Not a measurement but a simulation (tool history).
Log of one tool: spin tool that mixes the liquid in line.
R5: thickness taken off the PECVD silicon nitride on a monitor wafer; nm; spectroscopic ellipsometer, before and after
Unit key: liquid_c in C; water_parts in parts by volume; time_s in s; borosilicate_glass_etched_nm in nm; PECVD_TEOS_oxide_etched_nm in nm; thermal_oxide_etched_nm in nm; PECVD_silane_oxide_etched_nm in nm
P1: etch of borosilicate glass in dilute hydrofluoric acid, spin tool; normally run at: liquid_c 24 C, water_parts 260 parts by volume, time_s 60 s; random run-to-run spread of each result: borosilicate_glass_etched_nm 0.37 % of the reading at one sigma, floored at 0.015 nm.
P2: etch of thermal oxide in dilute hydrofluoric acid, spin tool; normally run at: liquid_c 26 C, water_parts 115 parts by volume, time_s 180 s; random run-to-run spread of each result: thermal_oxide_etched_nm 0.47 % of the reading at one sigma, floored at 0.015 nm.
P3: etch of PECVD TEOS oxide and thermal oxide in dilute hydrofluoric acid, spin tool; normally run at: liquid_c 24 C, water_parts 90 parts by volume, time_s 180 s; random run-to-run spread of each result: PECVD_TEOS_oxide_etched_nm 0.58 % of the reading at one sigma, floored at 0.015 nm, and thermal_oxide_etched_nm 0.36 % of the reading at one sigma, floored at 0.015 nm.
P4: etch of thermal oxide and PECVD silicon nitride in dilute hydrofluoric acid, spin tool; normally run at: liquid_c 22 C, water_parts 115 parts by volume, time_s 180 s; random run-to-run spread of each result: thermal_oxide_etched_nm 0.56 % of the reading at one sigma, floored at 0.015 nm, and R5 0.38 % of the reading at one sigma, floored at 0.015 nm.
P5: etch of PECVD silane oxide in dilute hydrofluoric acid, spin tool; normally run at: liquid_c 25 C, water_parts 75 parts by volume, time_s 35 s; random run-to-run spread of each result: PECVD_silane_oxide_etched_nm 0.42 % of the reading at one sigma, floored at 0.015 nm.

Run 1, hour 9: process P1, liquid_c 24 C, water_parts 260 parts by volume, time_s 60 s. Result: borosilicate_glass_etched_nm 8.7187 nm.
Run 2, hour 14: process P1, liquid_c 24 C, water_parts 260 parts by volume, time_s 60 s. Result: borosilicate_glass_etched_nm 8.6271 nm.
Run 3, hour 18.9: process P3, liquid_c 24 C, water_parts 90 parts by volume, time_s 20 s. Result: PECVD_TEOS_oxide_etched_nm 2.3002 nm, thermal_oxide_etched_nm 1.0757 nm.
Run 4, hour 24.6: process P1, liquid_c 24 C, water_parts 260 parts by volume, time_s 60 s. Result: borosilicate_glass_etched_nm 8.6749 nm.
Run 5, hour 34.7: process P1, liquid_c 24 C, water_parts 260 parts by volume, time_s 15 s. Result: borosilicate_glass_etched_nm 2.1909 nm.
Run 6, hour 42.5: process P5, liquid_c 30.5 C, water_parts 75 parts by volume, time_s 35 s. Result: PECVD_silane_oxide_etched_nm 24.65 nm.
Run 7, hour 51.7: process P2, liquid_c 26 C, water_parts 115 parts by volume, time_s 345 s. Result: thermal_oxide_etched_nm 15.33 nm.
Run 8, hour 56.5: process P4, liquid_c 22 C, water_parts 115 parts by volume, time_s 180 s. Result: thermal_oxide_etched_nm 6.7627 nm, R5 6.2083 nm.
Run 9, hour 62.1: process P1, liquid_c 24 C, water_parts 415 parts by volume, time_s 90 s. Result: borosilicate_glass_etched_nm 7.0806 nm.
At hour 71.7: hydrofluoric acid flow meter replaced.
Run 10, hour 72.9: process P3, liquid_c 28.5 C, water_parts 90 parts by volume, time_s 180 s. Result: PECVD_TEOS_oxide_etched_nm 24.665 nm, thermal_oxide_etched_nm 11.507 nm.
Run 11, hour 79.4: process P5, liquid_c 25 C, water_parts 75 parts by volume, time_s 35 s. Result: PECVD_silane_oxide_etched_nm 20.222 nm.
Run 12, hour 88.6: process P2, liquid_c 26 C, water_parts 115 parts by volume, time_s 180 s. Result: thermal_oxide_etched_nm 8.0133 nm.
Run 13, hour 99.1: process P1, liquid_c 24 C, water_parts 75 parts by volume, time_s 85 s. Result: borosilicate_glass_etched_nm 52.41 nm.
Run 14, hour 104.4: process P1, liquid_c 31.5 C, water_parts 260 parts by volume, time_s 60 s. Result: borosilicate_glass_etched_nm 11.165 nm.
Run 15, hour 112.4: process P1, liquid_c 17 C, water_parts 260 parts by volume, time_s 60 s. Result: borosilicate_glass_etched_nm 6.6864 nm.
Run 16, hour 120.8: process P1, liquid_c 24 C, water_parts 90 parts by volume, time_s 90 s. Result: borosilicate_glass_etched_nm 45.451 nm.
Run 17, hour 129.3: process P4, liquid_c 22 C, water_parts 115 parts by volume, time_s 85 s. Result: thermal_oxide_etched_nm 3.223 nm, R5 2.9425 nm.
Run 18, hour 138.4: process P4, liquid_c 22 C, water_parts 205 parts by volume, time_s 180 s. Result: thermal_oxide_etched_nm 3.4201 nm, R5 3.5678 nm.
Run 19, hour 143.9: process P5, liquid_c 25 C, water_parts 140 parts by volume, time_s 35 s. Result: PECVD_silane_oxide_etched_nm 9.9256 nm.
Run 20, hour 154.7: process P2, liquid_c 26 C, water_parts 210 parts by volume, time_s 180 s. Result: thermal_oxide_etched_nm 3.9406 nm.
Run 21, hour 162.6: process P1, liquid_c 24 C, water_parts 260 parts by volume, time_s 60 s. Result: borosilicate_glass_etched_nm 8.7343 nm.
Run 22, hour 171.5: process P1, liquid_c 24 C, water_parts 260 parts by volume, time_s 90 s. Result: borosilicate_glass_etched_nm 12.96 nm.
Run 23, hour 179.4: process P4, liquid_c 17 C, water_parts 115 parts by volume, time_s 180 s. Result: thermal_oxide_etched_nm 5.5277 nm, R5 4.393 nm.
Run 24, hour 189.4: process P4, liquid_c 22 C, water_parts 115 parts by volume, time_s 180 s. Result: thermal_oxide_etched_nm 6.8212 nm, R5 6.2458 nm.
Run 25, hour 196.3: process P1, liquid_c 24 C, water_parts 75 parts by volume, time_s 60 s. Result: borosilicate_glass_etched_nm 37.012 nm.
Run 26, hour 203.9: process P1, liquid_c 24 C, water_parts 260 parts by volume, time_s 60 s. Result: borosilicate_glass_etched_nm 8.6087 nm.
Run 27, hour 211: process P1, liquid_c 24 C, water_parts 400 parts by volume, time_s 60 s. Result: borosilicate_glass_etched_nm 4.9301 nm.
Run 28, hour 221.4: process P2, liquid_c 18 C, water_parts 115 parts by volume, time_s 180 s. Result: thermal_oxide_etched_nm 5.7851 nm.
Run 29, hour 228: process P3, liquid_c 24 C, water_parts 55 parts by volume, time_s 180 s. Result: PECVD_TEOS_oxide_etched_nm 35.31 nm, thermal_oxide_etched_nm 16.482 nm.
Run 30, hour 238.7: process P3, liquid_c 24 C, water_parts 90 parts by volume, time_s 180 s. Result: PECVD_TEOS_oxide_etched_nm 20.817 nm, thermal_oxide_etched_nm 9.6409 nm.
Run 31, hour 244.9: process P3, liquid_c 24 C, water_parts 90 parts by volume, time_s 180 s. Result: PECVD_TEOS_oxide_etched_nm 20.692 nm, thermal_oxide_etched_nm 9.6232 nm.
Run 32, hour 254.5: process P5, liquid_c 25 C, water_parts 75 parts by volume, time_s 15 s. Result: PECVD_silane_oxide_etched_nm 8.5469 nm.
Run 33, hour 260.1: process P1, liquid_c 24 C, water_parts 260 parts by volume, time_s 60 s. Result: borosilicate_glass_etched_nm 8.7136 nm.
Run 34, hour 266.7: process P1, liquid_c 24 C, water_parts 260 parts by volume, time_s 60 s. Result: borosilicate_glass_etched_nm 8.4503 nm.
Run 35, hour 275.8: process P1, liquid_c 24 C, water_parts 260 parts by volume, time_s 60 s. Result: borosilicate_glass_etched_nm 8.3188 nm.
Run 36, hour 280.7: process P1, liquid_c 24 C, water_parts 260 parts by volume, time_s 60 s. Result: borosilicate_glass_etched_nm 8.2709 nm.
Run 37, hour 287.3: process P1, liquid_c 24 C, water_parts 260 parts by volume, time_s 60 s. Result: borosilicate_glass_etched_nm 8.2343 nm.
Run 38, hour 295.2: process P1, liquid_c 24 C, water_parts 260 parts by volume, time_s 60 s. Result: borosilicate_glass_etched_nm 8.1319 nm.
Run 39, hour 300.9: process P1, liquid_c 24 C, water_parts 260 parts by volume, time_s 60 s. Result: borosilicate_glass_etched_nm 8.0615 nm.
Run 40, hour 308.6: process P1, liquid_c 24 C, water_parts 260 parts by volume, time_s 60 s. Result: borosilicate_glass_etched_nm 8.035 nm.
Run 41, hour 318.2: process P1, liquid_c 24 C, water_parts 260 parts by volume, time_s 60 s. Result: borosilicate_glass_etched_nm 8.0319 nm.
Run 42, hour 325.5: process P1, liquid_c 24 C, water_parts 260 parts by volume, time_s 60 s. Result: borosilicate_glass_etched_nm 8.0519 nm.

Something has made what P1 gives creep away from where it was; the 2 causes below, each at its own stated size, fit the log equally well:
A: hydrofluoric acid flow below the setpoint (%) = 5.74
B: liquid colder than its thermometer reads (K) = 2.09
Creep in the process output first set in at about hour 260.1.

Listed below are the offered check runs, one wafer per run, with question marks in place of results. For which of them would the causes give clearly different outcomes?
Run check 1, hour 332.8: process P3, liquid_c 28 C, water_parts 90 parts by volume, time_s 35 s. Result: PECVD_TEOS_oxide_etched_nm ?, thermal_oxide_etched_nm ?.
Run check 2, hour 332.8: process P5, liquid_c 25 C, water_parts 125 parts by volume, time_s 15 s. Result: PECVD_silane_oxide_etched_nm ?.
Run check 3, hour 332.8: process P2, liquid_c 26 C, water_parts 205 parts by volume, time_s 180 s. Result: thermal_oxide_etched_nm ?.
Run check 4, hour 332.8: process P4, liquid_c 17 C, water_parts 175 parts by volume, time_s 180 s. Result: thermal_oxide_etched_nm ?, R5 ?.

Outcome of each check run for each possible cause:
  check                        result    if A    if B
check 1    PECVD_TEOS_oxide_etched_nm  4.3997  4.3357
check 1       thermal_oxide_etched_nm  2.0456  2.0158
check 2  PECVD_silane_oxide_etched_nm  4.5239  4.4651
check 3       thermal_oxide_etched_nm  3.7572  3.7451
check 4       thermal_oxide_etched_nm  3.1809  3.1295
check 4                            R5  2.7855  2.5542
Minimum pairwise separation of causes per check, each pair taken at its best-separating result: check 1 1.47 %; check 2 1.31 %; check 3 0.32 %; check 4 8.67 %
Of the check runs offered, only check 4 discriminates between the causes; the rest would read about the same regardless of which cause applies.

Check 4 was then run and gave: thermal_oxide_etched_nm 3.2067 nm; R5 2.7964 nm. Which cause is it?

Of the candidate causes, it is A: hydrofluoric acid flow below the setpoint (%).
